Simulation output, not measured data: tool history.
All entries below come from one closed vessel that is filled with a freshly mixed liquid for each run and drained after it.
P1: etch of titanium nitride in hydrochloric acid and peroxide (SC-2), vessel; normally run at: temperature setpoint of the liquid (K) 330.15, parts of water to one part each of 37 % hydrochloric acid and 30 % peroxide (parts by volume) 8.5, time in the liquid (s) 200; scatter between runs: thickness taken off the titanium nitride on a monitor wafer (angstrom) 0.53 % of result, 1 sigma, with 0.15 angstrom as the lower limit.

run   hour  temperature setpoint of the liquid (K)  parts of water to one part each of 37 % hydrochloric acid and 30 % peroxide (parts by volume)  time in the liquid (s)  hours since the thermometer was replaced  hours since the chemicals flow meter was replaced  hours since the drum of peroxide was connected  thickness taken off the titanium nitride on a monitor wafer (angstrom)
  1    4.8                                  330.15                                                                                            8.5                     200                                     890.1                                             1890.7                                           690.5                                                                 120.560
  2    9.1                                  315.65                                                                                            8.5                     200                                     894.4                                             1895.0                                           694.8                                                                  45.386
  3   12.6                                  345.15                                                                                            8.5                     200                                     897.9                                             1898.5                                           698.3                                                                 302.180
  4   15.9                                  330.15                                                                                            8.5                     360                                     901.2                                             1901.8                                           701.6                                                                 216.380
      17.7  -- thermometer replaced
      17.7  -- new drum of peroxide connected
  5   20.9                                  338.15                                                                                            4.0                     200                                       3.2                                             1906.8                                             3.2                                                                 345.010
  6   25.9                                  330.15                                                                                            6.0                     355                                       8.2                                             1911.8                                             8.2                                                                 278.630
  7   30.2                                  330.15                                                                                            8.5                     200                                      12.5                                             1916.1                                            12.5                                                                 120.430
  8   35.1                                  314.65                                                                                            4.0                     200                                      17.4                                             1921.0                                            17.4                                                                  74.101
  9   39.2                                  330.15                                                                                            8.5                      30                                      21.5                                             1925.1                                            21.5                                                                  17.549
 10   43.7                                  330.15                                                                                            8.5                     200                                      26.0                                             1929.6                                            26.0                                                                 120.480
 11   48.7                                  330.15                                                                                            8.5                     200                                      31.0                                             1934.6                                            31.0                                                                 119.860
 12   51.7                                  330.15                                                                                            8.5                     200                                      34.0                                             1937.6                                            34.0                                                                 120.070
 13   54.4                                  330.15                                                                                           12.5                     200                                      36.7                                             1940.3                                            36.7                                                                  86.030
 14   57.8                                  330.15                                                                                            4.0                     200                                      40.1                                             1943.7                                            40.1                                                                 209.140
 15   63.1                                  330.15                                                                                            8.5                     200                                      45.4                                             1949.0                                            45.4                                                                 120.670
 16   66.0                                  330.15                                                                                            8.5                     200                                      48.3                                             1951.9                                            48.3                                                                 119.450
 17   71.2                                  330.15                                                                                            8.5                     200                                      53.5                                             1957.1                                            53.5                                                                 122.400
 18   76.5                                  330.15                                                                                            8.5                     200                                      58.8                                             1962.4                                            58.8                                                                 124.890
 19   81.9                                  330.15                                                                                            8.5                     200                                      64.2                                             1967.8                                            64.2                                                                 127.530
 20   87.0                                  330.15                                                                                            8.5                     200                                      69.3                                             1972.9                                            69.3                                                                 127.570
 21   89.9                                  330.15                                                                                            8.5                     200                                      72.2                                             1975.8                                            72.2                                                                 128.430
 22   94.3                                  330.15                                                                                            8.5                     200                                      76.6                                             1980.2                                            76.6                                                                 128.670
 23   98.8                                  330.15                                                                                            8.5                     200                                      81.1                                             1984.7                                            81.1                                                                 129.090
 24  101.7                                  330.15                                                                                            8.5                     200                                      84.0                                             1987.6                                            84.0                                                                 129.370
 25  106.4                                  330.15                                                                                            8.5                     200                                      88.7                                             1992.3                                            88.7                                                                 129.000
 26  108.9                                  330.15                                                                                            8.5                     200                                      91.2                                             1994.8                                            91.2                                                                 131.110
 27  113.7                                  330.15                                                                                            8.5                     200                                      96.0                                             1999.6                                            96.0                                                                 130.600

The output of P1 has drifted from where it used to be. Each of the 2 causes below, taken at the size shown beside it, accounts for the log equally well:
A: chemicals flow above the setpoint (%) = 10.4
B: liquid hotter than its thermometer reads (K) = 1.26
The drift started at roughly hour 66.0.
Ruled out, with reasons:
peroxide weaker than its label (%): at its largest 8, which would move thickness taken off the titanium nitride on a monitor wafer (angstrom) by -7.3 %, too little to match the creep or of the wrong sign

You are offered 4 check runs, listed below with question marks in place of their results; each one averages 5 wafers. Which run separates the listed causes by giving clearly different results for each?
check 1  118.5                                  344.65                                                                                            8.5                     345                                                                                                                                                                                                                    ?
check 2  118.5                                  320.15                                                                                            8.5                      30                                                                                                                                                                                                                    ?
check 3  118.5                                  320.65                                                                                            4.0                     200                                                                                                                                                                                                                    ?
check 4  118.5                                  343.15                                                                                            8.5                     285                                                                                                                                                                                                                    ?

Outcome of each check run for each possible cause:
  check                                                                  result     if A     if B
check 1  thickness taken off the titanium nitride on a monitor wafer (angstrom)  542.210  539.100
check 2  thickness taken off the titanium nitride on a monitor wafer (angstrom)   10.047   10.107
check 3  thickness taken off the titanium nitride on a monitor wafer (angstrom)  119.520  121.950
check 4  thickness taken off the titanium nitride on a monitor wafer (angstrom)  410.060  407.960
Gap, in per cent, between the two causes that each check separates least, read from the result that separates them most: check 1 0.58 %; check 2 0.59 %; check 3 2.01 %; check 4 0.51 %
Only check 3 tells the causes apart: in the others they would give nearly the same result.

Running check 3 produced the following: thickness taken off the titanium nitride on a monitor wafer (angstrom) 121.970. Which one of the listed causes fits?

B is the cause: liquid hotter than its thermometer reads (K).
